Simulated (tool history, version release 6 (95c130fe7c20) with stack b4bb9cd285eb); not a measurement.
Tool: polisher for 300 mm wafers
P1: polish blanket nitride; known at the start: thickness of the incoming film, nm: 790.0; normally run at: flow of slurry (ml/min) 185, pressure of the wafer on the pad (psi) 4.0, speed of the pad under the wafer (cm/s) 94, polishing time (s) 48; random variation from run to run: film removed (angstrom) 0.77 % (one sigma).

run	hour	flow of slurry (ml/min)	pressure of the wafer on the pad (psi)	speed of the pad under the wafer (cm/s)	polishing time (s)	wafers polished on this pad	hours since the slurry nozzle was cleaned	hours since the head pressure was calibrated	film removed (angstrom)
1	9.0	185	4.0	94	48	807	368.4	264.8	873.24
2	17.1	270	4.0	94	48	895	376.5	272.9	903.61
3	26.9	185	4.0	94	48	1001	386.3	282.7	878.65
4	40.6	240	6.2	94	48	1150	400.0	296.4	1392.70
5	49.7	185	4.0	94	48	1249	409.1	305.5	870.88
6	60.8	185	4.0	94	48	1369	420.2	316.6	881.22
7	67.0	185	5.4	94	48	1437	426.4	322.8	1192.60
8	77.9	185	4.0	94	34	1555	437.3	333.7	616.08
9	91.4	185	2.3	94	48	1702	450.8	347.2	494.50
10	102.1	110	4.0	94	48	1818	461.5	357.9	794.01
11	114.8	185	4.0	94	48	1956	474.2	370.6	875.34
12	127.5	185	4.0	94	48	2094	486.9	383.3	884.20
13	135.9	270	5.4	94	48	2185	495.3	391.7	1222.10
# hour 140.8: worn pad replaced by a new one
14	142.4	185	4.0	94	71	17	501.8	398.2	1307.30
15	155.5	115	4.0	128	48	159	514.9	411.3	1032.30
16	167.7	185	4.0	148	48	292	527.1	423.5	1281.10
17	180.0	185	4.0	62	48	425	539.4	435.8	620.28
18	188.9	185	4.0	94	48	522	548.3	444.7	884.43
19	196.0	185	4.0	94	48	599	555.4	451.8	860.84
20	209.9	185	4.0	94	48	750	569.3	465.7	833.27
21	217.3	185	4.0	94	48	830	576.7	473.1	818.14
22	228.1	185	4.0	94	48	948	587.5	483.9	827.79
# hour 235.3: worn pad replaced by a new one
23	237.9	185	4.0	94	48	29	597.3	493.7	822.33
24	248.6	185	4.0	94	48	145	608.0	504.4	815.19
25	258.2	185	4.0	94	48	249	617.6	514.0	817.33
26	267.6	185	4.0	94	48	351	627.0	523.4	801.36
27	278.7	185	4.0	94	48	472	638.1	534.5	805.55

What P1 gives has crept away from where it was. These 2 causes fit the log equally well, each at the size given:
A: head's pressure below its setpoint, % = 7.57
B: slurry flow missing at the pad, % = 36.1
The creep began at about hour 188.9.
Why every other cause is out:
removal rate lost through wear of the pad, %: serviced at hour 235.3, which brought nothing back

4 check runs are offered, each on 2 wafers whose results are averaged, their results left as question marks. Which one tells the causes apart?
check 1	289.8	110	4.0	94	48				?
check 2	289.8	185	4.0	76	38				?
check 3	289.8	185	4.0	138	48				?
check 4	289.8	185	3.1	144	48				?

What each check would give under each cause:
check	result	if A	if B
check 1	film removed (angstrom)	736.06	702.65
check 2	film removed (angstrom)	540.39	540.39
check 3	film removed (angstrom)	1100.10	1100.10
check 4	film removed (angstrom)	882.07	882.08
How far apart the two closest causes lie, in the result that separates them most: check 1 4.65 %; check 2 0 %; check 3 0 %; check 4 0 %
Only check 1 tells the causes apart: in the others they would give nearly the same result.

Then check 1 was run and gave: film removed (angstrom) 735.98. Which cause is it?

It is A: head's pressure below its setpoint, %.
